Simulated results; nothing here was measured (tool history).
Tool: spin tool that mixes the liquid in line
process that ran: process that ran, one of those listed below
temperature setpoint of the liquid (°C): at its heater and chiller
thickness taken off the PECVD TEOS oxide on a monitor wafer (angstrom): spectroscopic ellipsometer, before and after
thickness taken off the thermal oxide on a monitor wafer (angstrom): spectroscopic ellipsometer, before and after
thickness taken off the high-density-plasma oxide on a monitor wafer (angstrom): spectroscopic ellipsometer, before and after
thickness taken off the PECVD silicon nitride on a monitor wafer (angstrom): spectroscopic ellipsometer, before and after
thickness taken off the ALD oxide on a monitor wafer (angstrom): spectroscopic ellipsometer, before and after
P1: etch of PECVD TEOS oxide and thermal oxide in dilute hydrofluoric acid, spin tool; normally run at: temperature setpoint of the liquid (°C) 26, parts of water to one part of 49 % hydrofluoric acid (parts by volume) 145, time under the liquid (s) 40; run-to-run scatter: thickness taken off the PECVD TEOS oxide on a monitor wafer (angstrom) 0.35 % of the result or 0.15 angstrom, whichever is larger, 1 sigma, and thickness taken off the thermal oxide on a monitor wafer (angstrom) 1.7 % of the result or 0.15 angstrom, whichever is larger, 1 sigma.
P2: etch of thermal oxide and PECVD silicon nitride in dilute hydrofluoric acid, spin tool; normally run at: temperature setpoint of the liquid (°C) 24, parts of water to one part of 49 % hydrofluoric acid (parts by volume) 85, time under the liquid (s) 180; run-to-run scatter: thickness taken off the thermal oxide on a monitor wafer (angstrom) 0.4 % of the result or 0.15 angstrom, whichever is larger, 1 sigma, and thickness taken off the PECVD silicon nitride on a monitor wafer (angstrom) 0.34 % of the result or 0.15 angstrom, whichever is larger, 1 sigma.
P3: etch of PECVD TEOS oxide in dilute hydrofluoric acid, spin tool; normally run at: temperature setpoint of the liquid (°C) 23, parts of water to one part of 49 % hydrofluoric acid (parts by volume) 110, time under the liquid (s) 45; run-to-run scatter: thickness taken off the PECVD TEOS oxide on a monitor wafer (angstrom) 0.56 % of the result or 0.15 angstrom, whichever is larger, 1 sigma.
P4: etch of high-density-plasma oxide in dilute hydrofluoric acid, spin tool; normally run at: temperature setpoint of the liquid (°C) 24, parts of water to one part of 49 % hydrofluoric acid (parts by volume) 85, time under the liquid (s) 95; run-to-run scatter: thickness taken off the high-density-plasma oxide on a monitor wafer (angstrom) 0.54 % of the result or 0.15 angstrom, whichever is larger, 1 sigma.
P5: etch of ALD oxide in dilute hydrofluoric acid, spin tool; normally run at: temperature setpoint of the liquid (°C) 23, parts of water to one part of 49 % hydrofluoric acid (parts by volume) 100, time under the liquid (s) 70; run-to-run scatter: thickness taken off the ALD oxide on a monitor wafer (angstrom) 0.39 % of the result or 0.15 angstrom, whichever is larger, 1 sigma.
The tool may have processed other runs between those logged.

run	hour	process that ran	temperature setpoint of the liquid (°C)	parts of water to one part of 49 % hydrofluoric acid (parts by volume)	time under the liquid (s)	thickness taken off the PECVD TEOS oxide on a monitor wafer (angstrom)	thickness taken off the thermal oxide on a monitor wafer (angstrom)	thickness taken off the high-density-plasma oxide on a monitor wafer (angstrom)	thickness taken off the PECVD silicon nitride on a monitor wafer (angstrom)	thickness taken off the ALD oxide on a monitor wafer (angstrom)
1	9.8	P1	26	145	40	78.444	14.4690			
2	17.9	P4	24	85	55			56.339		
3	24.1	P3	31	110	45	146.850				
4	29.0	P1	26	145	40	78.840	13.7240			
5	39.4	P3	23	110	45	107.640				
6	49.1	P2	31	85	180		142.2700		190.330	
7	56.1	P1	26	225	75	86.793	15.6790			
8	65.9	P4	24	150	95			50.594		
9	71.2	P1	20	145	40	62.159	10.6070			
10	77.5	P3	23	110	85	202.390				
11	87.9	P3	23	110	45	109.010				
12	99.0	P2	24	85	180		106.2200		120.240	
13	104.4	P4	24	85	95			97.583		
14	115.0	P1	21	220	40	40.052	6.5330			
15	121.7	P1	26	215	40	49.028	8.4055			
16	129.7	P5	23	100	70					96.491
17	135.1	P1	26	145	65	129.200	22.8680			
18	145.7	P1	33	100	40	157.230	27.9430			
19	152.6	P2	24	85	50		29.8730		33.429	
20	160.0	P4	18	85	95			76.267		
21	165.5	P5	17	100	70					75.187
22	173.0	P2	24	85	180		107.3600		121.090	
23	179.6	P1	26	145	40	79.237	13.6540			
24	184.8	P5	23	100	125					171.680
25	194.3	P3	23	195	45	55.616				
26	199.6	P1	26	145	40	78.550	13.6450			
27	211.0	P1	26	145	15	29.550	5.0018			
28	221.7	P2	24	20	180		500.6600		495.350	
29	227.3	P1	26	55	40	234.370	41.4370			
30	232.6	P1	31	145	40	94.701	16.6220			
31	237.6	P5	23	100	70					96.567
32	248.6	P4	24	85	95			97.692		
33	259.8	P5	23	170	70					52.648
34	269.4	P1	26	145	40	78.894	13.7740			

Predict the results of run 35:
35	274.6	P1	26	145	40	?	?			

thickness taken off the PECVD TEOS oxide on a monitor wafer (angstrom): 78.207
thickness taken off the thermal oxide on a monitor wafer (angstrom): 13.6390

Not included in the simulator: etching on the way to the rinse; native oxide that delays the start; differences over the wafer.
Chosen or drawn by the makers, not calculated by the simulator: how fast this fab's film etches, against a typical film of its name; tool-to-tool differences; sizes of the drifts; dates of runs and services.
